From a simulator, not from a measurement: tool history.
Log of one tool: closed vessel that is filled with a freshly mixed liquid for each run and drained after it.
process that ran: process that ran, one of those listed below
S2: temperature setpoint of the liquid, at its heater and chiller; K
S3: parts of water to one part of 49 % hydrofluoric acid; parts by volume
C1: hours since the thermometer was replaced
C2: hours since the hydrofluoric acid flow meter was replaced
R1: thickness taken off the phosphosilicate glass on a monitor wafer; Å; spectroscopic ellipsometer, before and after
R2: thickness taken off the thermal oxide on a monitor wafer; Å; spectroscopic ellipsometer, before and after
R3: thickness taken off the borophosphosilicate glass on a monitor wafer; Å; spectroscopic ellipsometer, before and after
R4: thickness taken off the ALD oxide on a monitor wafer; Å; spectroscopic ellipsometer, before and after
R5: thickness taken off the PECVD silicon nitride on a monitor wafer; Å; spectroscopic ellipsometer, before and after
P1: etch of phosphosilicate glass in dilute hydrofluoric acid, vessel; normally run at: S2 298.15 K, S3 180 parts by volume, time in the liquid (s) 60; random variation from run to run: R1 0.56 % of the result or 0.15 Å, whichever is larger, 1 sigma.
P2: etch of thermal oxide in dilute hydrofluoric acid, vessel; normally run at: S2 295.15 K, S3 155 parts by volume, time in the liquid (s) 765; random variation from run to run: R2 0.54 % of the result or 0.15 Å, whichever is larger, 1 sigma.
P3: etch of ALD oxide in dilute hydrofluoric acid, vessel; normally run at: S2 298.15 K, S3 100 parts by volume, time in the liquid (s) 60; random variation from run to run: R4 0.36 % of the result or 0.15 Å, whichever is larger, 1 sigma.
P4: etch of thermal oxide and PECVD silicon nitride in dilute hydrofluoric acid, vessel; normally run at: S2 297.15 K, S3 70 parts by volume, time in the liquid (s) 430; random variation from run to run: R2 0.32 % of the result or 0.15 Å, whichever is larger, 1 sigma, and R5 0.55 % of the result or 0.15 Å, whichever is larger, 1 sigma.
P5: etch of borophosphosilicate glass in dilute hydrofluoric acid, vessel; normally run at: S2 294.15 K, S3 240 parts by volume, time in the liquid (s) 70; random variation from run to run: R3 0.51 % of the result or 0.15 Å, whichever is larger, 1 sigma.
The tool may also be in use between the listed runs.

run 1 hour=5.3 | process_that_ran=P1 S2=298.15 S3=180 time_in_the_liquid_(s)=60 | C1=424.3 C2=586.4 | R1=193.790
run 2 hour=12.4 | process_that_ran=P1 S2=298.15 S3=180 time_in_the_liquid_(s)=60 | C1=431.4 C2=593.5 | R1=193.420
run 3 hour=21.8 | process_that_ran=P2 S2=295.15 S3=285 time_in_the_liquid_(s)=765 | C1=440.8 C2=602.9 | R2=100.090
run 4 hour=30.0 | process_that_ran=P1 S2=303.15 S3=180 time_in_the_liquid_(s)=60 | C1=449.0 C2=611.1 | R1=229.640
run 5 hour=36.9 | process_that_ran=P5 S2=294.15 S3=240 time_in_the_liquid_(s)=70 | C1=455.9 C2=618.0 | R3=112.800
run 6 hour=43.8 | process_that_ran=P5 S2=294.15 S3=240 time_in_the_liquid_(s)=70 | C1=462.8 C2=624.9 | R3=114.010
run 7 hour=52.4 | process_that_ran=P3 S2=298.15 S3=100 time_in_the_liquid_(s)=100 | C1=471.4 C2=633.5 | R4=263.440
run 8 hour=60.9 | process_that_ran=P1 S2=298.15 S3=70 time_in_the_liquid_(s)=60 | C1=479.9 C2=642.0 | R1=568.260
run 9 hour=66.1 | process_that_ran=P1 S2=298.15 S3=180 time_in_the_liquid_(s)=60 | C1=485.1 C2=647.2 | R1=190.790
run 10 hour=77.1 | process_that_ran=P4 S2=297.15 S3=70 time_in_the_liquid_(s)=430 | C1=496.1 C2=658.2 | R2=298.450 R5=103.9600
run 11 hour=86.5 | process_that_ran=P4 S2=290.15 S3=70 time_in_the_liquid_(s)=430 | C1=505.5 C2=667.6 | R2=222.690 R5=64.7640
run 12 hour=95.1 | process_that_ran=P2 S2=301.15 S3=155 time_in_the_liquid_(s)=765 | C1=514.1 C2=676.2 | R2=260.870
run 13 hour=105.4 | process_that_ran=P1 S2=298.15 S3=180 time_in_the_liquid_(s)=60 | C1=524.4 C2=686.5 | R1=192.400
run 14 hour=112.4 | process_that_ran=P2 S2=295.15 S3=155 time_in_the_liquid_(s)=1165 | C1=531.4 C2=693.5 | R2=315.830
run 15 hour=122.9 | process_that_ran=P1 S2=302.15 S3=35 time_in_the_liquid_(s)=60 | C1=541.9 C2=704.0 | R1=1415.000
run 16 hour=133.2 | process_that_ran=P1 S2=298.15 S3=305 time_in_the_liquid_(s)=60 | C1=552.2 C2=714.3 | R1=99.918
run 17 hour=140.1 | process_that_ran=P3 S2=298.15 S3=175 time_in_the_liquid_(s)=60 | C1=559.1 C2=721.2 | R4=82.384
run 18 hour=150.3 | process_that_ran=P1 S2=291.65 S3=180 time_in_the_liquid_(s)=60 | C1=569.3 C2=731.4 | R1=150.580
run 19 hour=157.1 | process_that_ran=P5 S2=294.15 S3=240 time_in_the_liquid_(s)=115 | C1=576.1 C2=738.2 | R3=185.510
run 20 hour=164.6 | process_that_ran=P5 S2=294.15 S3=85 time_in_the_liquid_(s)=70 | C1=583.6 C2=745.7 | R3=377.030
run 21 hour=175.1 | process_that_ran=P2 S2=295.15 S3=155 time_in_the_liquid_(s)=765 | C1=594.1 C2=756.2 | R2=207.710
run 22 hour=185.6 | process_that_ran=P1 S2=298.15 S3=180 time_in_the_liquid_(s)=60 | C1=604.6 C2=766.7 | R1=192.750
run 23 hour=196.5 | process_that_ran=P5 S2=290.15 S3=240 time_in_the_liquid_(s)=70 | C1=615.5 C2=777.6 | R3=97.311
run 24 hour=203.5 | process_that_ran=P3 S2=304.15 S3=100 time_in_the_liquid_(s)=60 | C1=622.5 C2=784.6 | R4=199.720
run 25 hour=208.8 | process_that_ran=P4 S2=297.15 S3=70 time_in_the_liquid_(s)=430 | C1=627.8 C2=789.9 | R2=298.460 R5=104.6900
run 26 hour=216.8 | process_that_ran=P1 S2=298.15 S3=180 time_in_the_liquid_(s)=30 | C1=635.8 C2=797.9 | R1=96.494
run 27 hour=225.8 | process_that_ran=P1 S2=298.15 S3=180 time_in_the_liquid_(s)=60 | C1=644.8 C2=806.9 | R1=193.100
run 28 hour=233.0 | process_that_ran=P1 S2=298.15 S3=180 time_in_the_liquid_(s)=115 | C1=652.0 C2=814.1 | R1=368.280
run 29 hour=243.7 | process_that_ran=P4 S2=297.15 S3=70 time_in_the_liquid_(s)=35 | C1=662.7 C2=824.8 | R2=24.259 R5=8.7862
run 30 hour=253.0 | process_that_ran=P4 S2=297.15 S3=110 time_in_the_liquid_(s)=430 | C1=672.0 C2=834.1 | R2=180.060 R5=66.7600
run 31 hour=258.8 | process_that_ran=P3 S2=298.15 S3=100 time_in_the_liquid_(s)=60 | C1=677.8 C2=839.9 | R4=158.230
run 32 hour=266.8 | process_that_ran=P1 S2=298.15 S3=180 time_in_the_liquid_(s)=60 | C1=685.8 C2=847.9 | R1=192.400
run 33 hour=273.2 | process_that_ran=P1 S2=298.15 S3=180 time_in_the_liquid_(s)=60 | C1=692.2 C2=854.3 | R1=193.120
run 34 hour=280.3 | process_that_ran=P1 S2=298.15 S3=180 time_in_the_liquid_(s)=60 | C1=699.3 C2=861.4 | R1=195.840
run 35 hour=287.8 | process_that_ran=P1 S2=298.15 S3=180 time_in_the_liquid_(s)=60 | C1=706.8 C2=868.9 | R1=203.550
run 36 hour=292.7 | process_that_ran=P1 S2=298.15 S3=180 time_in_the_liquid_(s)=60 | C1=711.7 C2=873.8 | R1=205.960
run 37 hour=299.2 | process_that_ran=P1 S2=298.15 S3=180 time_in_the_liquid_(s)=60 | C1=718.2 C2=880.3 | R1=204.190
run 38 hour=307.7 | process_that_ran=P1 S2=298.15 S3=180 time_in_the_liquid_(s)=60 | C1=726.7 C2=888.8 | R1=204.950
run 39 hour=315.7 | process_that_ran=P1 S2=298.15 S3=180 time_in_the_liquid_(s)=60 | C1=734.7 C2=896.8 | R1=205.140
run 40 hour=327.0 | process_that_ran=P1 S2=298.15 S3=180 time_in_the_liquid_(s)=60 | C1=746.0 C2=908.1 | R1=210.900
run 41 hour=334.2 | process_that_ran=P1 S2=298.15 S3=180 time_in_the_liquid_(s)=60 | C1=753.2 C2=915.3 | R1=211.110
run 42 hour=341.8 | process_that_ran=P1 S2=298.15 S3=180 time_in_the_liquid_(s)=60 | C1=760.8 C2=922.9 | R1=210.280
run 43 hour=348.1 | process_that_ran=P1 S2=298.15 S3=180 time_in_the_liquid_(s)=60 | C1=767.1 C2=929.2 | R1=208.190
run 44 hour=356.6 | process_that_ran=P1 S2=298.15 S3=180 time_in_the_liquid_(s)=60 | C1=775.6 C2=937.7 | R1=208.280

What P1 gives has crept away from where it was. These 2 causes fit the log equally well, each at the size given:
A: liquid hotter than its thermometer reads (K) = 2.23
B: hydrofluoric acid flow above the setpoint (%) = 7.03
The creep began at about hour 273.2.

4 check runs are offered, one wafer each, their results left as question marks. Which one tells the causes apart?
run check 1 hour=365.1 | process_that_ran=P2 S2=295.15 S3=265 time_in_the_liquid_(s)=765 | R2=?
run check 2 hour=365.1 | process_that_ran=P3 S2=298.15 S3=135 time_in_the_liquid_(s)=60 | R4=?
run check 3 hour=365.1 | process_that_ran=P4 S2=297.15 S3=90 time_in_the_liquid_(s)=430 | R2=? R5=?
run check 4 hour=365.1 | process_that_ran=P5 S2=294.15 S3=160 time_in_the_liquid_(s)=115 | R3=?

What each check would give under each cause:
check=check_1 result=R2 if_A=117.940 if_B=118.520
check=check_2 result=R4 if_A=121.950 if_B=121.250
check=check_3 result=R2 if_A=247.080 if_B=243.940
check=check_3 result=R5 if_A=94.4660 if_B=87.2620
check=check_4 result=R3 if_A=327.960 if_B=325.590
How far apart the two closest causes lie, in the result that separates them most: check 1 0.49 %; check 2 0.58 %; check 3 7.93 %; check 4 0.72 %
Check 3 tells the causes apart: in the others they would give nearly the same result.

Check 3 was then run and gave: R2 246.280 Å; R5 95.0050 Å. Which cause is it?

It is A: liquid hotter than its thermometer reads (K).
